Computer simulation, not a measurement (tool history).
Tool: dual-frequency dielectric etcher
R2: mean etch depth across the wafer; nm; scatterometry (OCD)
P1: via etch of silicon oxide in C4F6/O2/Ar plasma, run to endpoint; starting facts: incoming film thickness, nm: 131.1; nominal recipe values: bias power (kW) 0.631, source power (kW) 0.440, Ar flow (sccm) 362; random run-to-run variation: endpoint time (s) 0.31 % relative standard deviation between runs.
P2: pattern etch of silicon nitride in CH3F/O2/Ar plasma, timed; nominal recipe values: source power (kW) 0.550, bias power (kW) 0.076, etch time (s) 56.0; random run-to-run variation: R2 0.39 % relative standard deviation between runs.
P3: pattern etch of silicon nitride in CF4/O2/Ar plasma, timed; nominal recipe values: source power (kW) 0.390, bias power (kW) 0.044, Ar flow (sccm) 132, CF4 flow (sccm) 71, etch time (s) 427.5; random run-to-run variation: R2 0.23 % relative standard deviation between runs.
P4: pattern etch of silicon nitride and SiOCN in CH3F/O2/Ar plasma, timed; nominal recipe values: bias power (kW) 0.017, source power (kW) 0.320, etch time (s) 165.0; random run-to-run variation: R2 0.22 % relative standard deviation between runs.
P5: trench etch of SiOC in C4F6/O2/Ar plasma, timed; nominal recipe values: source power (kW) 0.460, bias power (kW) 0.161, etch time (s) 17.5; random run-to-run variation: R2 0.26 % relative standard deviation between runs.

{"run": 1, "hour": 3.5, "process that ran": "P1", "bias power (kW)": 0.631, "source power (kW)": 0.44, "Ar flow (sccm)": 362, "endpoint time (s)": 26.234}
{"run": 2, "hour": 9.3, "process that ran": "P2", "bias power (kW)": 0.076, "source power (kW)": 0.55, "etch time (s)": 80.5, "R2": 63.965}
{"run": 3, "hour": 16.3, "process that ran": "P1", "bias power (kW)": 0.451, "source power (kW)": 0.44, "Ar flow (sccm)": 362, "endpoint time (s)": 29.586}
{"run": 4, "hour": 22.4, "process that ran": "P1", "bias power (kW)": 0.782, "source power (kW)": 0.44, "Ar flow (sccm)": 471, "endpoint time (s)": 24.74}
{"run": 5, "hour": 28.1, "process that ran": "P3", "bias power (kW)": 0.044, "source power (kW)": 0.51, "Ar flow (sccm)": 132, "etch time (s)": 427.5, "CF4 flow (sccm)": 71, "R2": 686.8}
{"run": 6, "hour": 33.3, "process that ran": "P5", "bias power (kW)": 0.161, "source power (kW)": 0.46, "etch time (s)": 17.5, "R2": 36.877}
{"run": 7, "hour": 37.2, "process that ran": "P1", "bias power (kW)": 0.631, "source power (kW)": 0.44, "Ar flow (sccm)": 433, "endpoint time (s)": 26.652}
{"run": 8, "hour": 40.8, "process that ran": "P3", "bias power (kW)": 0.044, "source power (kW)": 0.39, "Ar flow (sccm)": 132, "etch time (s)": 427.5, "CF4 flow (sccm)": 71, "R2": 544.43}
{"run": 9, "hour": 46.0, "process that ran": "P1", "bias power (kW)": 0.631, "source power (kW)": 0.44, "Ar flow (sccm)": 362, "endpoint time (s)": 26.185}
{"run": 10, "hour": 51.5, "process that ran": "P3", "bias power (kW)": 0.044, "source power (kW)": 0.39, "Ar flow (sccm)": 132, "etch time (s)": 595.0, "CF4 flow (sccm)": 71, "R2": 756.54}
{"run": 11, "hour": 55.9, "process that ran": "P1", "bias power (kW)": 0.631, "source power (kW)": 0.44, "Ar flow (sccm)": 362, "endpoint time (s)": 26.198}
{"run": 12, "hour": 59.8, "process that ran": "P4", "bias power (kW)": 0.017, "source power (kW)": 0.32, "etch time (s)": 165.0, "R2": 17.785}
{"run": 13, "hour": 64.3, "process that ran": "P5", "bias power (kW)": 0.161, "source power (kW)": 0.56, "etch time (s)": 17.5, "R2": 39.95}
{"run": 14, "hour": 69.4, "process that ran": "P3", "bias power (kW)": 0.058, "source power (kW)": 0.39, "Ar flow (sccm)": 132, "etch time (s)": 427.5, "CF4 flow (sccm)": 71, "R2": 609.9}
{"run": 15, "hour": 76.6, "process that ran": "P4", "bias power (kW)": 0.017, "source power (kW)": 0.32, "etch time (s)": 165.0, "R2": 17.755}
{"run": 16, "hour": 81.4, "process that ran": "P2", "bias power (kW)": 0.076, "source power (kW)": 0.79, "etch time (s)": 56.0, "R2": 50.691}
{"run": 17, "hour": 85.5, "process that ran": "P2", "bias power (kW)": 0.076, "source power (kW)": 0.55, "etch time (s)": 56.0, "R2": 44.274}
{"run": 18, "hour": 91.8, "process that ran": "P5", "bias power (kW)": 0.121, "source power (kW)": 0.46, "etch time (s)": 17.5, "R2": 34.002}
{"run": 19, "hour": 98.6, "process that ran": "P2", "bias power (kW)": 0.076, "source power (kW)": 0.55, "etch time (s)": 56.0, "R2": 44.352}
{"run": 20, "hour": 106.1, "process that ran": "P4", "bias power (kW)": 0.023, "source power (kW)": 0.32, "etch time (s)": 165.0, "R2": 20.323}
{"run": 21, "hour": 112.8, "process that ran": "P3", "bias power (kW)": 0.044, "source power (kW)": 0.39, "Ar flow (sccm)": 132, "etch time (s)": 427.5, "CF4 flow (sccm)": 43, "R2": 504.93}
{"run": 22, "hour": 119.1, "process that ran": "P5", "bias power (kW)": 0.161, "source power (kW)": 0.46, "etch time (s)": 23.5, "R2": 49.497}
{"run": 23, "hour": 124.9, "process that ran": "P1", "bias power (kW)": 0.631, "source power (kW)": 0.59, "Ar flow (sccm)": 362, "endpoint time (s)": 23.452}
{"run": 24, "hour": 131.1, "process that ran": "P1", "bias power (kW)": 0.631, "source power (kW)": 0.44, "Ar flow (sccm)": 235, "endpoint time (s)": 24.877}
{"run": 25, "hour": 135.0, "process that ran": "P1", "bias power (kW)": 0.631, "source power (kW)": 0.31, "Ar flow (sccm)": 362, "endpoint time (s)": 29.614}
{"run": 26, "hour": 139.3, "process that ran": "P1", "bias power (kW)": 0.631, "source power (kW)": 0.44, "Ar flow (sccm)": 362, "endpoint time (s)": 26.143}
{"run": 27, "hour": 143.2, "process that ran": "P3", "bias power (kW)": 0.044, "source power (kW)": 0.39, "Ar flow (sccm)": 132, "etch time (s)": 427.5, "CF4 flow (sccm)": 71, "R2": 547.09}
{"run": 28, "hour": 150.6, "process that ran": "P1", "bias power (kW)": 0.631, "source power (kW)": 0.44, "Ar flow (sccm)": 362, "endpoint time (s)": 26.075}
{"run": 29, "hour": 157.7, "process that ran": "P1", "bias power (kW)": 0.817, "source power (kW)": 0.44, "Ar flow (sccm)": 362, "endpoint time (s)": 23.607}
{"run": 30, "hour": 163.2, "process that ran": "P4", "bias power (kW)": 0.017, "source power (kW)": 0.32, "etch time (s)": 102.0, "R2": 11.031}
{"run": 31, "hour": 169.9, "process that ran": "P1", "bias power (kW)": 0.631, "source power (kW)": 0.36, "Ar flow (sccm)": 431, "endpoint time (s)": 28.623}
{"run": 32, "hour": 174.0, "process that ran": "P4", "bias power (kW)": 0.017, "source power (kW)": 0.2, "etch time (s)": 165.0, "R2": 15.111}
{"run": 33, "hour": 179.8, "process that ran": "P3", "bias power (kW)": 0.044, "source power (kW)": 0.39, "Ar flow (sccm)": 88, "etch time (s)": 427.5, "CF4 flow (sccm)": 71, "R2": 577.65}
{"run": 34, "hour": 185.4, "process that ran": "P2", "bias power (kW)": 0.045, "source power (kW)": 0.55, "etch time (s)": 56.0, "R2": 37.478}
{"run": 35, "hour": 189.9, "process that ran": "P1", "bias power (kW)": 0.631, "source power (kW)": 0.44, "Ar flow (sccm)": 362, "endpoint time (s)": 26.108}
{"run": 36, "hour": 196.6, "process that ran": "P1", "bias power (kW)": 0.631, "source power (kW)": 0.44, "Ar flow (sccm)": 362, "endpoint time (s)": 25.983}
{"run": 37, "hour": 203.4, "process that ran": "P1", "bias power (kW)": 0.631, "source power (kW)": 0.44, "Ar flow (sccm)": 362, "endpoint time (s)": 25.884}
{"run": 38, "hour": 210.2, "process that ran": "P1", "bias power (kW)": 0.631, "source power (kW)": 0.44, "Ar flow (sccm)": 362, "endpoint time (s)": 25.697}
{"hour": 212.0, "done": "wet clean of the chamber"}
{"hour": 214.9, "done": "Ar flow controller replaced"}
{"run": 39, "hour": 217.0, "process that ran": "P1", "bias power (kW)": 0.631, "source power (kW)": 0.44, "Ar flow (sccm)": 362, "endpoint time (s)": 25.788}
{"run": 40, "hour": 223.5, "process that ran": "P1", "bias power (kW)": 0.631, "source power (kW)": 0.44, "Ar flow (sccm)": 362, "endpoint time (s)": 25.564}
{"run": 41, "hour": 229.0, "process that ran": "P1", "bias power (kW)": 0.631, "source power (kW)": 0.44, "Ar flow (sccm)": 362, "endpoint time (s)": 25.615}

Something has made what P1 gives creep away from where it was; the 2 causes below, each at its own stated size, fit the log equally well:
A: bias power that arrives over what is set, % = 4.34
B: source power that arrives over what is set, % = 4.58
The process output started creeping at around hour 189.9.
What rules out each remaining cause:
chamber walls in a state that raises the etch rate, %: its service at hour 212.0 followed the start of the drift and did not put the process back to its old value
Ar flow that arrives under what is set, %: its service at hour 214.9 followed the start of the drift and did not put the process back to its old value

Of the 4 check runs listed below, each run on one wafer and each result written as a question mark, which would let you distinguish the listed causes because they would give clearly different results?
{"run": "check 1", "hour": 234.5, "process that ran": "P2", "bias power (kW)": 0.046, "source power (kW)": 0.67, "etch time (s)": 56.0, "R2": "?"}
{"run": "check 2", "hour": 234.5, "process that ran": "P4", "bias power (kW)": 0.017, "source power (kW)": 0.25, "etch time (s)": 121.5, "R2": "?"}
{"run": "check 3", "hour": 234.5, "process that ran": "P3", "bias power (kW)": 0.044, "source power (kW)": 0.39, "Ar flow (sccm)": 92, "etch time (s)": 427.5, "CF4 flow (sccm)": 44, "R2": "?"}
{"run": "check 4", "hour": 234.5, "process that ran": "P5", "bias power (kW)": 0.161, "source power (kW)": 0.55, "etch time (s)": 17.5, "R2": "?"}

If the cause were each of the candidates in turn, the checks would give the following:
check=check_1 result=R2 if_A=41.383 if_B=41.608
check=check_2 result=R2 if_A=12.257 if_B=12.221
check=check_3 result=R2 if_A=544.340 if_B=555.850
check=check_4 result=R2 if_A=40.093 if_B=40.287
Per-check spread between the two closest causes, in the result where they differ most: check 1 0.54 %; check 2 0.29 %; check 3 2.09 %; check 4 0.48 %
The causes can be told apart only by check 3. The other checks would give nearly the same results under each of them.

With check 3 done, the readings were: R2 543.650 nm. Identify which of the listed causes applies.

The cause is A: bias power that arrives over what is set, %.

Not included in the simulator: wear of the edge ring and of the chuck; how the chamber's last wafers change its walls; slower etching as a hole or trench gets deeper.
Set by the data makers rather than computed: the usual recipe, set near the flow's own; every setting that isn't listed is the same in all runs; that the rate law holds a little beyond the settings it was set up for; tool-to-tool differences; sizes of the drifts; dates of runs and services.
